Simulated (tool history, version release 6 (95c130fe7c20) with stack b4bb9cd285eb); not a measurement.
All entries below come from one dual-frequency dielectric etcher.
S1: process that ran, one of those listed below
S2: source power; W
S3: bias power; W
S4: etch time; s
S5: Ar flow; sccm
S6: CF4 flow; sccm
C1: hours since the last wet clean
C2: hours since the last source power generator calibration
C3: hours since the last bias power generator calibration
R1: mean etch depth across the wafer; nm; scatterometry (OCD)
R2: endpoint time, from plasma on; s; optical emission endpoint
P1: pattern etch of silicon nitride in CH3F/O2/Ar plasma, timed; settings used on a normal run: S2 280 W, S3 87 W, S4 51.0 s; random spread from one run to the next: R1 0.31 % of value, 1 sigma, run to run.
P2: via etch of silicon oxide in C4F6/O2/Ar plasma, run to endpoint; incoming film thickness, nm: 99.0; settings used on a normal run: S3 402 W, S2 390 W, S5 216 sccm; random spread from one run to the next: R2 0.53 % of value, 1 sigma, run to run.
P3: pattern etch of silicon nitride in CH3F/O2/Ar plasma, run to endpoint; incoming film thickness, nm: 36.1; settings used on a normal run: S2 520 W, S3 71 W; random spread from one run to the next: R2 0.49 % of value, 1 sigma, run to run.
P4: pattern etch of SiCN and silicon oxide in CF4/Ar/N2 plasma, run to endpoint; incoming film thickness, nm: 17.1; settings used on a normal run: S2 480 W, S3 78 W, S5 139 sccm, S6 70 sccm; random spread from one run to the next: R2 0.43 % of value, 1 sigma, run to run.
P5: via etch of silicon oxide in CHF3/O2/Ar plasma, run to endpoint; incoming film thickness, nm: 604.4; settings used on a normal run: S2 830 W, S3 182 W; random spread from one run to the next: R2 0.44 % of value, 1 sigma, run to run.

Run 1, day 0.362: S1 P1, S2 280 W, S3 87 W, S4 51.0 s; C1 223.1; C2 978.6; C3 1489.4. Result: R1 32.783 nm.
Run 2, day 0.621: S1 P1, S2 280 W, S3 56 W, S4 51.0 s; C1 229.3; C2 984.8; C3 1495.6. Result: R1 28.218 nm.
Run 3, day 1.042: S1 P1, S2 280 W, S3 116 W, S4 51.0 s; C1 239.4; C2 994.9; C3 1505.7. Result: R1 36.553 nm.
Run 4, day 1.371: S1 P1, S2 280 W, S3 87 W, S4 51.0 s; C1 247.3; C2 1002.8; C3 1513.6. Result: R1 32.836 nm.
Run 5, day 1.667: S1 P3, S2 520 W, S3 71 W; C1 254.4; C2 1009.9; C3 1520.7. Result: R2 46.220 s.
Run 6, day 1.888: S1 P1, S2 170 W, S3 61 W, S4 51.0 s; C1 259.7; C2 1015.2; C3 1526.0. Result: R1 24.035 nm.
Run 7, day 2.275: S1 P1, S2 340 W, S3 87 W, S4 51.0 s; C1 269.0; C2 1024.5; C3 1535.3. Result: R1 35.298 nm.
Run 8, day 2.621: S1 P2, S2 230 W, S3 402 W, S5 216 sccm; C1 277.3; C2 1032.8; C3 1543.6. Result: R2 28.714 s.
Run 9, day 2.929: S1 P3, S2 520 W, S3 96 W; C1 284.7; C2 1040.2; C3 1551.0. Result: R2 41.451 s.
Run 10, day 3.321: S1 P4, S2 480 W, S3 78 W, S5 170 sccm, S6 70 sccm; C1 294.1; C2 1049.6; C3 1560.4. Result: R2 20.158 s.
Run 11, day 3.746: S1 P5, S2 510 W, S3 182 W; C1 304.3; C2 1059.8; C3 1570.6. Result: R2 316.030 s.
Run 12, day 3.954: S1 P3, S2 700 W, S3 71 W; C1 309.3; C2 1064.8; C3 1575.6. Result: R2 41.002 s.
Run 13, day 4.383: S1 P1, S2 280 W, S3 87 W, S4 29.5 s; C1 319.6; C2 1075.1; C3 1585.9. Result: R1 19.034 nm.
Run 14, day 4.592: S1 P2, S2 390 W, S3 402 W, S5 127 sccm; C1 324.6; C2 1080.1; C3 1590.9. Result: R2 22.299 s.
Run 15, day 5.012: S1 P1, S2 280 W, S3 87 W, S4 51.0 s; C1 334.7; C2 1090.2; C3 1601.0. Result: R1 32.894 nm.
Run 16, day 5.400: S1 P4, S2 480 W, S3 78 W, S5 139 sccm, S6 56 sccm; C1 344.0; C2 1099.5; C3 1610.3. Result: R2 20.251 s.
Run 17, day 5.850: S1 P4, S2 290 W, S3 78 W, S5 139 sccm, S6 70 sccm; C1 354.8; C2 1110.3; C3 1621.1. Result: R2 30.022 s.
Run 18, day 6.250: S1 P5, S2 830 W, S3 182 W; C1 364.4; C2 1119.9; C3 1630.7. Result: R2 261.660 s.
Run 19, day 6.583: S1 P4, S2 480 W, S3 78 W, S5 139 sccm, S6 70 sccm; C1 372.4; C2 1127.9; C3 1638.7. Result: R2 19.480 s.
Run 20, day 6.854: S1 P1, S2 280 W, S3 87 W, S4 51.0 s; C1 378.9; C2 1134.4; C3 1645.2. Result: R1 32.883 nm.
At day 7.188: wet clean of the chamber.
Run 21, day 7.267: S1 P4, S2 480 W, S3 53 W, S5 139 sccm, S6 70 sccm; C1 1.9; C2 1144.3; C3 1655.1. Result: R2 22.389 s.
Run 22, day 7.596: S1 P2, S2 390 W, S3 402 W, S5 216 sccm; C1 9.8; C2 1152.2; C3 1663.0. Result: R2 23.522 s.
Run 23, day 8.000: S1 P1, S2 190 W, S3 87 W, S4 51.0 s; C1 19.5; C2 1161.9; C3 1672.7. Result: R1 28.514 nm.
Run 24, day 8.354: S1 P2, S2 390 W, S3 494 W, S5 216 sccm; C1 28.0; C2 1170.4; C3 1681.2. Result: R2 21.760 s.
Run 25, day 8.629: S1 P1, S2 280 W, S3 87 W, S4 51.0 s; C1 34.6; C2 1177.0; C3 1687.8. Result: R1 33.005 nm.
Run 26, day 9.071: S1 P5, S2 830 W, S3 244 W; C1 45.2; C2 1187.6; C3 1698.4. Result: R2 237.820 s.
Run 27, day 9.296: S1 P1, S2 280 W, S3 87 W, S4 62.5 s; C1 50.6; C2 1193.0; C3 1703.8. Result: R1 40.377 nm.
Run 28, day 9.729: S1 P1, S2 280 W, S3 87 W, S4 51.0 s; C1 61.0; C2 1203.4; C3 1714.2. Result: R1 32.859 nm.
Run 29, day 10.154: S1 P1, S2 280 W, S3 87 W, S4 51.0 s; C1 71.2; C2 1213.6; C3 1724.4. Result: R1 32.924 nm.
Run 30, day 10.558: S1 P1, S2 280 W, S3 87 W, S4 51.0 s; C1 80.9; C2 1223.3; C3 1734.1. Result: R1 33.356 nm.
At day 10.671: wet clean of the chamber.
Run 31, day 10.825: S1 P1, S2 280 W, S3 87 W, S4 51.0 s; C1 3.7; C2 1229.7; C3 1740.5. Result: R1 33.382 nm.
Run 32, day 11.071: S1 P1, S2 280 W, S3 87 W, S4 51.0 s; C1 9.6; C2 1235.6; C3 1746.4. Result: R1 33.369 nm.
Run 33, day 11.454: S1 P1, S2 280 W, S3 87 W, S4 51.0 s; C1 18.8; C2 1244.8; C3 1755.6. Result: R1 33.361 nm.
Run 34, day 11.821: S1 P1, S2 280 W, S3 87 W, S4 51.0 s; C1 27.6; C2 1253.6; C3 1764.4. Result: R1 33.281 nm.
Run 35, day 12.088: S1 P1, S2 280 W, S3 87 W, S4 51.0 s; C1 34.0; C2 1260.0; C3 1770.8. Result: R1 33.332 nm.

Something has made what P1 gives creep away from where it was; the 2 causes below, each at its own stated size, fit the log equally well:
A: bias power that arrives over what is set, % = 4.32
B: source power that arrives over what is set, % = 4.25
Onset of the creep was near day 9.729.
Other possible causes, and why each is ruled out:
chamber walls in a state that raises the etch rate, %: work on it at day 10.671, done after the drift set in, did not restore what the process gave before

Which of the 4 check runs listed below, each an average over 3 wafers with its results shown as question marks, gives clearly different results under the different listed causes?
Run check 1, day 12.354: S1 P4, S2 340 W, S3 78 W, S5 139 sccm, S6 70 sccm. Result: R2 ?.
Run check 2, day 12.354: S1 P2, S2 390 W, S3 402 W, S5 130 sccm. Result: R2 ?.
Run check 3, day 12.354: S1 P3, S2 670 W, S3 94 W. Result: R2 ?.
Run check 4, day 12.354: S1 P5, S2 550 W, S3 208 W. Result: R2 ?.

Check results expected under each cause:
  check  result     if A     if B
check 1      R2   25.920   25.389
check 2      R2   21.923   21.920
check 3      R2   37.304   37.272
check 4      R2  288.910  288.620
Separation of the two closest causes in each check, using whichever result separates them best: check 1 2.07 %; check 2 0.01 %; check 3 0.09 %; check 4 0.1 %
The causes can be told apart only by check 1. The other checks would give nearly the same results under each of them.

The results of check 1 are: R2 25.332 s. Based on these, which of the listed causes is it?

It is B: source power that arrives over what is set, %.
